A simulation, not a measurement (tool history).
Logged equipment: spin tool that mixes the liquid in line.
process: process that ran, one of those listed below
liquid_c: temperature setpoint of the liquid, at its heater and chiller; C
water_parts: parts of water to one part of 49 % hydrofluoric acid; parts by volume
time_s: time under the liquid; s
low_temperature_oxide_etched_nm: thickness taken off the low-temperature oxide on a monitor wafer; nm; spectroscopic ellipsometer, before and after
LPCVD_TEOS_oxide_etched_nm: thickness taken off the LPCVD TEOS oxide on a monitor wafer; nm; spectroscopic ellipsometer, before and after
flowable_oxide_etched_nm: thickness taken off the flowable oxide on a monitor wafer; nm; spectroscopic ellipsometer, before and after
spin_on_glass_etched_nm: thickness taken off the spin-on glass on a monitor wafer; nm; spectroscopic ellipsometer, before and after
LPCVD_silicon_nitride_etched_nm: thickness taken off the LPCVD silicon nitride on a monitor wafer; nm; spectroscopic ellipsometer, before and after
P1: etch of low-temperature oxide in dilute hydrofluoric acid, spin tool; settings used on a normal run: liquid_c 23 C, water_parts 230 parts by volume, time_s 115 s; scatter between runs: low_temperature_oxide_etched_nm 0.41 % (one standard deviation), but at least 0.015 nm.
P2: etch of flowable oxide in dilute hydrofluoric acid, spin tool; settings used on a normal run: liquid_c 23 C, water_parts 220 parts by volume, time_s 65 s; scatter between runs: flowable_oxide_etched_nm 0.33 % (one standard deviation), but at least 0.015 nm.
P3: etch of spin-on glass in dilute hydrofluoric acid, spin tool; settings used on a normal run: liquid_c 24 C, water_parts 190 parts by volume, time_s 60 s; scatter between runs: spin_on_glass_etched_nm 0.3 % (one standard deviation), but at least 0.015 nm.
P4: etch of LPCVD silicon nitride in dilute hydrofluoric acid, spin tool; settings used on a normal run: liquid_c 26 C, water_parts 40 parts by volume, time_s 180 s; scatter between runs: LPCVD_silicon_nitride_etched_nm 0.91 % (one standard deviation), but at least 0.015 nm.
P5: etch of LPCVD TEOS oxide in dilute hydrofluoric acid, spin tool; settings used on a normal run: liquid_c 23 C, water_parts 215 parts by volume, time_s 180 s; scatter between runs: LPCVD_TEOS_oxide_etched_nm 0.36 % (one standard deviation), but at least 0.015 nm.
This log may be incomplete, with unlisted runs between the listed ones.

| run | hour | process | liquid_c | water_parts | time_s | hours since the thermometer was replaced | hours since the hydrofluoric acid flow meter was replaced | low_temperature_oxide_etched_nm | LPCVD_TEOS_oxide_etched_nm | flowable_oxide_etched_nm | spin_on_glass_etched_nm | LPCVD_silicon_nitride_etched_nm |
|---|---|---|---|---|---|---|---|---|---|---|---|---|
| 1 | 11.5 | P1 | 23 | 230 | 115 | 187.6 | 325.3 | 11.224 |  |  |  |  |
| 2 | 23.9 | P5 | 23 | 215 | 300 | 200 | 337.7 |  | 35.088 |  |  |  |
| 3 | 30.1 | P2 | 23 | 220 | 125 | 206.2 | 343.9 |  |  | 12.483 |  |  |
| 4 | 40.9 | P1 | 23 | 230 | 115 | 217 | 354.7 | 11.363 |  |  |  |  |
| 5 | 52.5 | P1 | 23 | 345 | 115 | 228.6 | 366.3 | 6.7296 |  |  |  |  |
| 6 | 58.9 | P1 | 30.5 | 230 | 190 | 235 | 372.7 | 24.061 |  |  |  |  |
| 7 | 71.6 | P3 | 32 | 190 | 60 | 247.7 | 385.4 |  |  |  | 21.585 |  |
| 8 | 81.7 | P1 | 17.5 | 230 | 115 | 257.8 | 395.5 | 9.1657 |  |  |  |  |
| 9 | 88.7 | P4 | 34 | 40 | 180 | 264.8 | 402.5 |  |  |  |  | 4.5818 |
|  | 97.4 | hydrofluoric acid flow meter replaced |
| 10 | 101.5 | P1 | 29 | 230 | 115 | 277.6 | 4.2 | 13.872 |  |  |  |  |
| 11 | 108 | P5 | 23 | 215 | 180 | 284.1 | 10.7 |  | 21.176 |  |  |  |
| 12 | 122.2 | P4 | 26 | 40 | 180 | 298.3 | 24.9 |  |  |  |  | 2.6629 |
| 13 | 134.6 | P2 | 28.5 | 220 | 65 | 310.7 | 37.3 |  |  | 7.8526 |  |  |
| 14 | 142.5 | P1 | 23 | 230 | 200 | 318.6 | 45.2 | 19.617 |  |  |  |  |
| 15 | 153 | P2 | 23 | 395 | 65 | 329.1 | 55.7 |  |  | 3.0189 |  |  |
| 16 | 159.5 | P3 | 24 | 190 | 15 | 335.6 | 62.2 |  |  |  | 4.0809 |  |
| 17 | 166.6 | P5 | 30.5 | 215 | 180 | 342.7 | 69.3 |  | 27.522 |  |  |  |
| 18 | 172.8 | P1 | 23 | 230 | 115 | 348.9 | 75.5 | 11.308 |  |  |  |  |
| 19 | 180.1 | P5 | 23 | 365 | 180 | 356.2 | 82.8 |  | 10.756 |  |  |  |
| 20 | 187.9 | P1 | 23 | 230 | 115 | 364 | 90.6 | 11.39 |  |  |  |  |
| 21 | 197.3 | P4 | 26 | 20 | 180 | 373.4 | 100 |  |  |  |  | 5.3261 |
| 22 | 208.3 | P1 | 23 | 110 | 115 | 384.4 | 111 | 26.986 |  |  |  |  |
| 23 | 221.2 | P1 | 23 | 230 | 50 | 397.3 | 123.9 | 4.9011 |  |  |  |  |
| 24 | 230.9 | P1 | 17 | 320 | 115 | 407 | 133.6 | 6.0042 |  |  |  |  |
| 25 | 238.1 | P4 | 26 | 40 | 180 | 414.2 | 140.8 |  |  |  |  | 2.6492 |
| 26 | 251.2 | P5 | 23 | 215 | 180 | 427.3 | 153.9 |  | 21.151 |  |  |  |
| 27 | 257.7 | P2 | 23 | 220 | 65 | 433.8 | 160.4 |  |  | 6.4721 |  |  |
| 28 | 265.4 | P3 | 24 | 190 | 60 | 441.5 | 168.1 |  |  |  | 16.304 |  |
| 29 | 271.8 | P1 | 23 | 230 | 115 | 447.9 | 174.5 | 11.287 |  |  |  |  |
| 30 | 283.9 | P3 | 24 | 90 | 60 | 460 | 186.6 |  |  |  | 38.403 |  |
| 31 | 290.1 | P4 | 26 | 40 | 95 | 466.2 | 192.8 |  |  |  |  | 1.4526 |
| 32 | 298.5 | P1 | 23 | 230 | 115 | 474.6 | 201.2 | 11.232 |  |  |  |  |
| 33 | 311.1 | P1 | 23 | 230 | 115 | 487.2 | 213.8 | 10.992 |  |  |  |  |
| 34 | 322.3 | P1 | 23 | 230 | 115 | 498.4 | 225 | 10.667 |  |  |  |  |
| 35 | 329.4 | P1 | 23 | 230 | 115 | 505.5 | 232.1 | 10.686 |  |  |  |  |
| 36 | 335.8 | P1 | 23 | 230 | 115 | 511.9 | 238.5 | 10.59 |  |  |  |  |
| 37 | 345.2 | P1 | 23 | 230 | 115 | 521.3 | 247.9 | 10.486 |  |  |  |  |
| 38 | 356.7 | P1 | 23 | 230 | 115 | 532.8 | 259.4 | 10.422 |  |  |  |  |
| 39 | 370.3 | P1 | 23 | 230 | 115 | 546.4 | 273 | 10.36 |  |  |  |  |
| 40 | 379.2 | P1 | 23 | 230 | 115 | 555.3 | 281.9 | 10.384 |  |  |  |  |
| 41 | 388 | P1 | 23 | 230 | 115 | 564.1 | 290.7 | 10.319 |  |  |  |  |
| 42 | 398.2 | P1 | 23 | 230 | 115 | 574.3 | 300.9 | 10.347 |  |  |  |  |

Compared with where it was, what P1 gives has crept away. Each cause listed below fits the log as well as the rest, at the size given for it:
A: hydrofluoric acid flow below the setpoint (%) = 6.54
B: liquid colder than its thermometer reads (K) = 2.26
The creep began at about hour 298.5.

Consider the 4 single-wafer check runs listed below, results given as question marks: which one distinguishes between the causes by giving clearly different results for each?
| check 1 | 408.4 | P5 | 28.5 | 215 | 180 |  |  |  | ? |  |  |  |
| check 2 | 408.4 | P4 | 32.5 | 40 | 180 |  |  |  |  |  |  | ? |
| check 3 | 408.4 | P3 | 31 | 190 | 60 |  |  |  |  |  | ? |  |
| check 4 | 408.4 | P2 | 23 | 370 | 65 |  |  |  |  | ? |  |  |

Predicted outcomes, by check and by cause:
| check | result | if A | if B |
|---|---|---|---|
| check 1 | LPCVD_TEOS_oxide_etched_nm | 23.628 | 23.756 |
| check 2 | LPCVD_silicon_nitride_etched_nm | 3.8742 | 3.5824 |
| check 3 | spin_on_glass_etched_nm | 19.223 | 19.331 |
| check 4 | flowable_oxide_etched_nm | 3.0421 | 3.082 |
Gap, in per cent, between the two causes that each check separates least, read from the result that separates them most: check 1 0.54 %; check 2 7.83 %; check 3 0.56 %; check 4 1.3 %
Only in check 2 would the causes give clearly different results; in the remaining checks their results would be nearly the same.

After running check 2, the following was obtained: LPCVD_silicon_nitride_etched_nm 3.9173 nm. Which cause does this point to?

A is the cause: hydrofluoric acid flow below the setpoint (%).

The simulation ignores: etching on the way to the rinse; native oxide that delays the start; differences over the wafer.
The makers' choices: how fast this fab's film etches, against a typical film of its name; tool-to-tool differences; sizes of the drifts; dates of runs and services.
